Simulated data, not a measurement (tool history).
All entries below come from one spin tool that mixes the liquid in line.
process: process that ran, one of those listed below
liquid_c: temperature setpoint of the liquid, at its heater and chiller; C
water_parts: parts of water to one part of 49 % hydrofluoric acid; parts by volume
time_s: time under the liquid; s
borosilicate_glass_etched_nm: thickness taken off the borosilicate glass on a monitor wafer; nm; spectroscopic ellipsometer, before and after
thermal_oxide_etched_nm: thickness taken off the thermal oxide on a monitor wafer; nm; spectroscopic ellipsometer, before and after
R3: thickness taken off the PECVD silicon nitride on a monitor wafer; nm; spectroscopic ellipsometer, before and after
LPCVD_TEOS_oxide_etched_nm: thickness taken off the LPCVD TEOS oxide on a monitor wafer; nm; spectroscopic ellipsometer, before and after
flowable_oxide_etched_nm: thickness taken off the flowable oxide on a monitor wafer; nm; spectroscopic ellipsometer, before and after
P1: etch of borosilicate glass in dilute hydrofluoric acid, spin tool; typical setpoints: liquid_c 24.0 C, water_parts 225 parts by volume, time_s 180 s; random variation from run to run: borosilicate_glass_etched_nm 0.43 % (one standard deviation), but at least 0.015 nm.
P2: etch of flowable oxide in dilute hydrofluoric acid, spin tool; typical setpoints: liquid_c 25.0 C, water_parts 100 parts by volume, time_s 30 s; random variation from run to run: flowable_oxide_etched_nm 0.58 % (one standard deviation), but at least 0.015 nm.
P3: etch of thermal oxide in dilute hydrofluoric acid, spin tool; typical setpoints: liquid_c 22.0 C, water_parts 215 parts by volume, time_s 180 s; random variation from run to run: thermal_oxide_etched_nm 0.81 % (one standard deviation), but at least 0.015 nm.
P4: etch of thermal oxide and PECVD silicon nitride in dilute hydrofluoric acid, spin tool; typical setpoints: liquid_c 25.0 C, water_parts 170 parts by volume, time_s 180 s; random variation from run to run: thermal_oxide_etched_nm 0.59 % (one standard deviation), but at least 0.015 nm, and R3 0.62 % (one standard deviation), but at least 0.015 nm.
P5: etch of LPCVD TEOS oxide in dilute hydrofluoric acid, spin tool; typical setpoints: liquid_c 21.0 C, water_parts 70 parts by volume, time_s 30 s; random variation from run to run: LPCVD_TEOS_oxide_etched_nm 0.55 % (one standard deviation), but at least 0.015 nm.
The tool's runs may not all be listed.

Run 1, hour 4.4: process P1, liquid_c 24.0 C, water_parts 225 parts by volume, time_s 180 s. Result: borosilicate_glass_etched_nm 38.937 nm.
Run 2, hour 7.1: process P4, liquid_c 25.0 C, water_parts 170 parts by volume, time_s 40 s. Result: thermal_oxide_etched_nm 1.1342 nm, R3 0.91903 nm.
Run 3, hour 11.7: process P1, liquid_c 24.0 C, water_parts 225 parts by volume, time_s 65 s. Result: borosilicate_glass_etched_nm 14.089 nm.
Run 4, hour 15.9: process P5, liquid_c 28.0 C, water_parts 70 parts by volume, time_s 30 s. Result: LPCVD_TEOS_oxide_etched_nm 20.8240 nm.
Run 5, hour 20.5: process P1, liquid_c 24.0 C, water_parts 225 parts by volume, time_s 180 s. Result: borosilicate_glass_etched_nm 39.189 nm.
Run 6, hour 24.3: process P1, liquid_c 24.0 C, water_parts 330 parts by volume, time_s 180 s. Result: borosilicate_glass_etched_nm 24.056 nm.
Run 7, hour 27.2: process P2, liquid_c 19.5 C, water_parts 100 parts by volume, time_s 30 s. Result: flowable_oxide_etched_nm 12.0260 nm.
Run 8, hour 30.8: process P1, liquid_c 31.0 C, water_parts 145 parts by volume, time_s 180 s. Result: borosilicate_glass_etched_nm 85.810 nm.
Run 9, hour 33.8: process P3, liquid_c 22.0 C, water_parts 215 parts by volume, time_s 60 s. Result: thermal_oxide_etched_nm 1.0776 nm.
Run 10, hour 38.8: process P2, liquid_c 25.0 C, water_parts 100 parts by volume, time_s 30 s. Result: flowable_oxide_etched_nm 15.1250 nm.
Run 11, hour 44.6: process P1, liquid_c 19.0 C, water_parts 225 parts by volume, time_s 180 s. Result: borosilicate_glass_etched_nm 32.486 nm.
Run 12, hour 47.9: process P1, liquid_c 24.0 C, water_parts 225 parts by volume, time_s 180 s. Result: borosilicate_glass_etched_nm 38.857 nm.
Run 13, hour 52.2: process P5, liquid_c 21.0 C, water_parts 70 parts by volume, time_s 30 s. Result: LPCVD_TEOS_oxide_etched_nm 15.7210 nm.
Run 14, hour 55.7: process P5, liquid_c 21.0 C, water_parts 70 parts by volume, time_s 15 s. Result: LPCVD_TEOS_oxide_etched_nm 7.8859 nm.
Run 15, hour 60.8: process P3, liquid_c 17.0 C, water_parts 215 parts by volume, time_s 180 s. Result: thermal_oxide_etched_nm 2.6483 nm.
Run 16, hour 63.4: process P4, liquid_c 25.0 C, water_parts 265 parts by volume, time_s 180 s. Result: thermal_oxide_etched_nm 2.9583 nm, R3 2.69750 nm.
Run 17, hour 67.3: process P1, liquid_c 24.0 C, water_parts 225 parts by volume, time_s 360 s. Result: borosilicate_glass_etched_nm 78.785 nm.
Run 18, hour 73.1: process P1, liquid_c 24.0 C, water_parts 225 parts by volume, time_s 180 s. Result: borosilicate_glass_etched_nm 38.666 nm.
Run 19, hour 78.7: process P3, liquid_c 22.0 C, water_parts 375 parts by volume, time_s 180 s. Result: thermal_oxide_etched_nm 1.5588 nm.
Run 20, hour 81.6: process P5, liquid_c 21.0 C, water_parts 125 parts by volume, time_s 30 s. Result: LPCVD_TEOS_oxide_etched_nm 8.3286 nm.
Run 21, hour 85.6: process P2, liquid_c 25.0 C, water_parts 100 parts by volume, time_s 15 s. Result: flowable_oxide_etched_nm 7.4532 nm.
Run 22, hour 89.4: process P4, liquid_c 25.0 C, water_parts 170 parts by volume, time_s 180 s. Result: thermal_oxide_etched_nm 5.0963 nm, R3 4.21260 nm.
Run 23, hour 92.7: process P1, liquid_c 24.0 C, water_parts 225 parts by volume, time_s 180 s. Result: borosilicate_glass_etched_nm 38.831 nm.
Run 24, hour 97.9: process P1, liquid_c 31.5 C, water_parts 225 parts by volume, time_s 180 s. Result: borosilicate_glass_etched_nm 50.641 nm.
Run 25, hour 101.7: process P2, liquid_c 25.0 C, water_parts 100 parts by volume, time_s 30 s. Result: flowable_oxide_etched_nm 14.9550 nm.
Run 26, hour 104.7: process P1, liquid_c 24.0 C, water_parts 80 parts by volume, time_s 180 s. Result: borosilicate_glass_etched_nm 128.690 nm.
Run 27, hour 107.6: process P4, liquid_c 21.5 C, water_parts 170 parts by volume, time_s 180 s. Result: thermal_oxide_etched_nm 4.4623 nm, R3 3.33410 nm.
Run 28, hour 111.5: process P2, liquid_c 25.0 C, water_parts 175 parts by volume, time_s 30 s. Result: flowable_oxide_etched_nm 7.7841 nm.
Run 29, hour 117.2: process P1, liquid_c 24.0 C, water_parts 225 parts by volume, time_s 180 s. Result: borosilicate_glass_etched_nm 39.365 nm.
Run 30, hour 120.4: process P3, liquid_c 22.0 C, water_parts 215 parts by volume, time_s 180 s. Result: thermal_oxide_etched_nm 3.2149 nm.
Run 31, hour 124.7: process P1, liquid_c 24.0 C, water_parts 225 parts by volume, time_s 180 s. Result: borosilicate_glass_etched_nm 39.123 nm.
Run 32, hour 129.8: process P1, liquid_c 24.0 C, water_parts 225 parts by volume, time_s 180 s. Result: borosilicate_glass_etched_nm 40.343 nm.
Run 33, hour 133.5: process P1, liquid_c 24.0 C, water_parts 225 parts by volume, time_s 180 s. Result: borosilicate_glass_etched_nm 41.281 nm.
Run 34, hour 136.2: process P1, liquid_c 24.0 C, water_parts 225 parts by volume, time_s 180 s. Result: borosilicate_glass_etched_nm 41.294 nm.
Run 35, hour 141.7: process P1, liquid_c 24.0 C, water_parts 225 parts by volume, time_s 180 s. Result: borosilicate_glass_etched_nm 41.207 nm.
Run 36, hour 145.2: process P1, liquid_c 24.0 C, water_parts 225 parts by volume, time_s 180 s. Result: borosilicate_glass_etched_nm 41.543 nm.
Run 37, hour 148.8: process P1, liquid_c 24.0 C, water_parts 225 parts by volume, time_s 180 s. Result: borosilicate_glass_etched_nm 41.853 nm.
Run 38, hour 153.2: process P1, liquid_c 24.0 C, water_parts 225 parts by volume, time_s 180 s. Result: borosilicate_glass_etched_nm 41.511 nm.

Something has made what P1 gives creep away from where it was; the 2 causes below, each at its own stated size, fit the log equally well:
A: hydrofluoric acid flow above the setpoint (%) = 5.66
B: liquid hotter than its thermometer reads (K) = 1.89
At approximately hour 124.7, the process output began to creep.

Below are 4 check runs, each on a single wafer, with their results shown as question marks. Which of them would tell the listed causes apart, meaning the causes would give clearly different results under it?
Run check 1, hour 157.6: process P3, liquid_c 22.0 C, water_parts 315 parts by volume, time_s 105 s. Result: thermal_oxide_etched_nm ?.
Run check 2, hour 157.6: process P2, liquid_c 20.5 C, water_parts 170 parts by volume, time_s 30 s. Result: flowable_oxide_etched_nm ?.
Run check 3, hour 157.6: process P5, liquid_c 24.0 C, water_parts 125 parts by volume, time_s 30 s. Result: LPCVD_TEOS_oxide_etched_nm ?.
Run check 4, hour 157.6: process P4, liquid_c 25.0 C, water_parts 265 parts by volume, time_s 180 s. Result: thermal_oxide_etched_nm ?, R3 ?.

Expected result of each check under each candidate cause:
  check                      result     if A     if B
check 1     thermal_oxide_etched_nm   1.2432   1.2374
check 2    flowable_oxide_etched_nm   7.2740   7.3377
check 3  LPCVD_TEOS_oxide_etched_nm   9.9294  10.0270
check 4     thermal_oxide_etched_nm   3.1431   3.1297
check 4                          R3  2.85210  3.02740
Separation of the two closest causes in each check, using whichever result separates them best: check 1 0.47 %; check 2 0.87 %; check 3 0.98 %; check 4 5.97 %
Check 4 tells the causes apart: in the others they would give nearly the same result.

After running check 4, the following was obtained: thermal_oxide_etched_nm 3.1351 nm; R3 2.83300 nm. Which cause does this point to?

The cause is A: hydrofluoric acid flow above the setpoint (%).
